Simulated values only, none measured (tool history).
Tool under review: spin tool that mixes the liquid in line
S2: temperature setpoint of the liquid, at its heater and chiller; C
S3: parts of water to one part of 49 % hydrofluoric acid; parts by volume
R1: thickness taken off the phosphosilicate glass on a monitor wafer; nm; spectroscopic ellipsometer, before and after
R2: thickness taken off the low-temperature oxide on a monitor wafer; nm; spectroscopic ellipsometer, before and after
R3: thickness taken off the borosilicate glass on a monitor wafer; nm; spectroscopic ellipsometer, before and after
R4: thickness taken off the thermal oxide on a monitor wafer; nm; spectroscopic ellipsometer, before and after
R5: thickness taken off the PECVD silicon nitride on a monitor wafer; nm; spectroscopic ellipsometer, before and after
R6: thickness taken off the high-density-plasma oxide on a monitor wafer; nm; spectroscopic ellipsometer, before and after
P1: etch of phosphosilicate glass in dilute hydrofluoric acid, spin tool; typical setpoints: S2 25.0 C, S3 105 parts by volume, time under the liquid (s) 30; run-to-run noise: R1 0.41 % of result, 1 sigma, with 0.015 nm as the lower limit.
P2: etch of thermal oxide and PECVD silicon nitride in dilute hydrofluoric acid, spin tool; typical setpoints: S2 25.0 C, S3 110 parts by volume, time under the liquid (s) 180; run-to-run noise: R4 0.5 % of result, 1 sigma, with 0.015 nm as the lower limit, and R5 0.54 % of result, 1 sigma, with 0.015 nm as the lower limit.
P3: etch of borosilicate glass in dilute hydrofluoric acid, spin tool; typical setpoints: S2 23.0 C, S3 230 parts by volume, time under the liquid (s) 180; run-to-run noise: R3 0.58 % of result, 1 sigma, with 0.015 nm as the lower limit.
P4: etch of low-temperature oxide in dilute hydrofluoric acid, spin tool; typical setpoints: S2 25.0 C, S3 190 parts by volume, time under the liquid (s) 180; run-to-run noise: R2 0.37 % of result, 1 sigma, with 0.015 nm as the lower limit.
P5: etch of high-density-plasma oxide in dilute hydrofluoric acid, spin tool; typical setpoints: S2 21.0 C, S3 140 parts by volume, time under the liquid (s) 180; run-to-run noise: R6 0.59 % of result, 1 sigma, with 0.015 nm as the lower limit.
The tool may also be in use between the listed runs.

Run 1, hour 12.9: process that ran P1, S2 25.0 C, S3 105 parts by volume, time under the liquid (s) 30. Result: R1 18.0320 nm.
Run 2, hour 24.3: process that ran P4, S2 30.0 C, S3 190 parts by volume, time under the liquid (s) 180. Result: R2 27.315 nm.
Run 3, hour 32.9: process that ran P4, S2 25.0 C, S3 190 parts by volume, time under the liquid (s) 180. Result: R2 22.839 nm.
Run 4, hour 42.5: process that ran P1, S2 32.0 C, S3 105 parts by volume, time under the liquid (s) 55. Result: R1 43.2550 nm.
Run 5, hour 55.2: process that ran P1, S2 25.0 C, S3 105 parts by volume, time under the liquid (s) 30. Result: R1 17.9760 nm.
Run 6, hour 68.2: process that ran P3, S2 19.0 C, S3 230 parts by volume, time under the liquid (s) 180. Result: R3 10.354 nm.
Run 7, hour 76.2: process that ran P1, S2 25.0 C, S3 20 parts by volume, time under the liquid (s) 30. Result: R1 106.2700 nm.
Run 8, hour 87.6: process that ran P2, S2 25.0 C, S3 110 parts by volume, time under the liquid (s) 345. Result: R4 16.8070 nm, R5 8.7927 nm.
Run 9, hour 94.6: process that ran P1, S2 25.0 C, S3 105 parts by volume, time under the liquid (s) 50. Result: R1 30.1930 nm.
Run 10, hour 102.5: process that ran P1, S2 25.0 C, S3 105 parts by volume, time under the liquid (s) 30. Result: R1 18.0750 nm.
Run 11, hour 110.3: process that ran P5, S2 21.0 C, S3 140 parts by volume, time under the liquid (s) 180. Result: R6 5.7875 nm.
Run 12, hour 123.0: process that ran P1, S2 29.0 C, S3 105 parts by volume, time under the liquid (s) 15. Result: R1 10.5500 nm.
Run 13, hour 135.1: process that ran P3, S2 23.0 C, S3 230 parts by volume, time under the liquid (s) 20. Result: R3 1.359 nm.
Run 14, hour 143.1: process that ran P1, S2 25.0 C, S3 105 parts by volume, time under the liquid (s) 15. Result: R1 8.9932 nm.
Run 15, hour 155.1: process that ran P1, S2 25.0 C, S3 175 parts by volume, time under the liquid (s) 30. Result: R1 9.9626 nm.
Run 16, hour 161.7: process that ran P1, S2 33.0 C, S3 105 parts by volume, time under the liquid (s) 30. Result: R1 24.3960 nm.
Run 17, hour 175.1: process that ran P1, S2 19.0 C, S3 105 parts by volume, time under the liquid (s) 30. Result: R1 14.1510 nm.
Run 18, hour 186.6: process that ran P1, S2 25.0 C, S3 105 parts by volume, time under the liquid (s) 30. Result: R1 17.9510 nm.
Run 19, hour 196.2: process that ran P2, S2 17.5 C, S3 110 parts by volume, time under the liquid (s) 180. Result: R4 6.4823 nm, R5 2.7756 nm.
Run 20, hour 208.8: process that ran P5, S2 21.0 C, S3 50 parts by volume, time under the liquid (s) 180. Result: R6 18.0520 nm.
Run 21, hour 222.2: process that ran P4, S2 25.0 C, S3 105 parts by volume, time under the liquid (s) 180. Result: R2 45.930 nm.
Run 22, hour 233.1: process that ran P1, S2 30.5 C, S3 50 parts by volume, time under the liquid (s) 30. Result: R1 50.8670 nm.
Run 23, hour 240.5: process that ran P3, S2 23.0 C, S3 230 parts by volume, time under the liquid (s) 180. Result: R3 12.136 nm.
Run 24, hour 252.9: process that ran P4, S2 25.0 C, S3 190 parts by volume, time under the liquid (s) 345. Result: R2 43.736 nm.
Run 25, hour 265.2: process that ran P5, S2 21.0 C, S3 140 parts by volume, time under the liquid (s) 85. Result: R6 2.7537 nm.
Run 26, hour 275.9: process that ran P2, S2 25.0 C, S3 110 parts by volume, time under the liquid (s) 180. Result: R4 8.7911 nm, R5 4.6736 nm.
Run 27, hour 286.3: process that ran P1, S2 25.0 C, S3 105 parts by volume, time under the liquid (s) 30. Result: R1 18.1120 nm.
Run 28, hour 292.6: process that ran P3, S2 23.0 C, S3 100 parts by volume, time under the liquid (s) 180. Result: R3 31.938 nm.
Run 29, hour 305.3: process that ran P5, S2 28.5 C, S3 140 parts by volume, time under the liquid (s) 180. Result: R6 7.8024 nm.
Run 30, hour 318.1: process that ran P5, S2 21.0 C, S3 140 parts by volume, time under the liquid (s) 180. Result: R6 5.8393 nm.
Run 31, hour 331.6: process that ran P2, S2 25.0 C, S3 190 parts by volume, time under the liquid (s) 180. Result: R4 4.6287 nm, R5 2.6871 nm.
Run 32, hour 344.8: process that ran P1, S2 25.0 C, S3 105 parts by volume, time under the liquid (s) 30. Result: R1 18.1040 nm.
Run 33, hour 354.3: process that ran P1, S2 25.0 C, S3 105 parts by volume, time under the liquid (s) 30. Result: R1 18.3590 nm.
Run 34, hour 365.8: process that ran P1, S2 25.0 C, S3 105 parts by volume, time under the liquid (s) 30. Result: R1 18.7300 nm.
Run 35, hour 373.2: process that ran P1, S2 25.0 C, S3 105 parts by volume, time under the liquid (s) 30. Result: R1 18.7370 nm.
Run 36, hour 380.2: process that ran P1, S2 25.0 C, S3 105 parts by volume, time under the liquid (s) 30. Result: R1 18.9610 nm.
Run 37, hour 389.5: process that ran P1, S2 25.0 C, S3 105 parts by volume, time under the liquid (s) 30. Result: R1 19.0780 nm.
Run 38, hour 398.8: process that ran P1, S2 25.0 C, S3 105 parts by volume, time under the liquid (s) 30. Result: R1 19.0380 nm.
Run 39, hour 410.5: process that ran P1, S2 25.0 C, S3 105 parts by volume, time under the liquid (s) 30. Result: R1 19.2030 nm.
Run 40, hour 416.7: process that ran P1, S2 25.0 C, S3 105 parts by volume, time under the liquid (s) 30. Result: R1 19.1170 nm.
Run 41, hour 427.5: process that ran P1, S2 25.0 C, S3 105 parts by volume, time under the liquid (s) 30. Result: R1 19.2350 nm.
Run 42, hour 440.4: process that ran P1, S2 25.0 C, S3 105 parts by volume, time under the liquid (s) 30. Result: R1 19.3620 nm.
Run 43, hour 454.3: process that ran P1, S2 25.0 C, S3 105 parts by volume, time under the liquid (s) 30. Result: R1 19.1310 nm.

P1 has crept away from where it was. The log is fitted equally well by each of these 2 causes, at the sizes shown:
A: hydrofluoric acid flow above the setpoint (%) = 5.66
B: liquid hotter than its thermometer reads (K) = 1.6
Onset of the creep was near hour 344.8.

Below are 4 check runs, each on a single wafer, with their results shown as question marks. Which of them would tell the listed causes apart, meaning the causes would give clearly different results under it?
Run check 1, hour 468.2: process that ran P5, S2 28.0 C, S3 140 parts by volume, time under the liquid (s) 180. Result: R6 ?.
Run check 2, hour 468.2: process that ran P3, S2 23.0 C, S3 230 parts by volume, time under the liquid (s) 90. Result: R3 ?.
Run check 3, hour 468.2: process that ran P4, S2 25.0 C, S3 120 parts by volume, time under the liquid (s) 340. Result: R2 ?.
Run check 4, hour 468.2: process that ran P2, S2 18.0 C, S3 110 parts by volume, time under the liquid (s) 340. Result: R4 ?, R5 ?.

What every check run would give for each of its results, assuming each possible cause in turn:
  check  result     if A     if B
check 1      R6   8.0988   8.0508
check 2      R3   6.4601   6.3988
check 3      R2   78.942   78.820
check 4      R4  13.2640  13.3270
check 4      R5   5.7375   6.0690
Per check, the gap between the least separated pair of causes, taken in the result that splits them most: check 1 0.59 %; check 2 0.95 %; check 3 0.15 %; check 4 5.62 %
Check 4 tells the causes apart: in the others they would give nearly the same result.

Running check 4 produced the following: R4 13.2470 nm; R5 5.7693 nm. Which one of the listed causes fits?

It was cause A: hydrofluoric acid flow above the setpoint (%).

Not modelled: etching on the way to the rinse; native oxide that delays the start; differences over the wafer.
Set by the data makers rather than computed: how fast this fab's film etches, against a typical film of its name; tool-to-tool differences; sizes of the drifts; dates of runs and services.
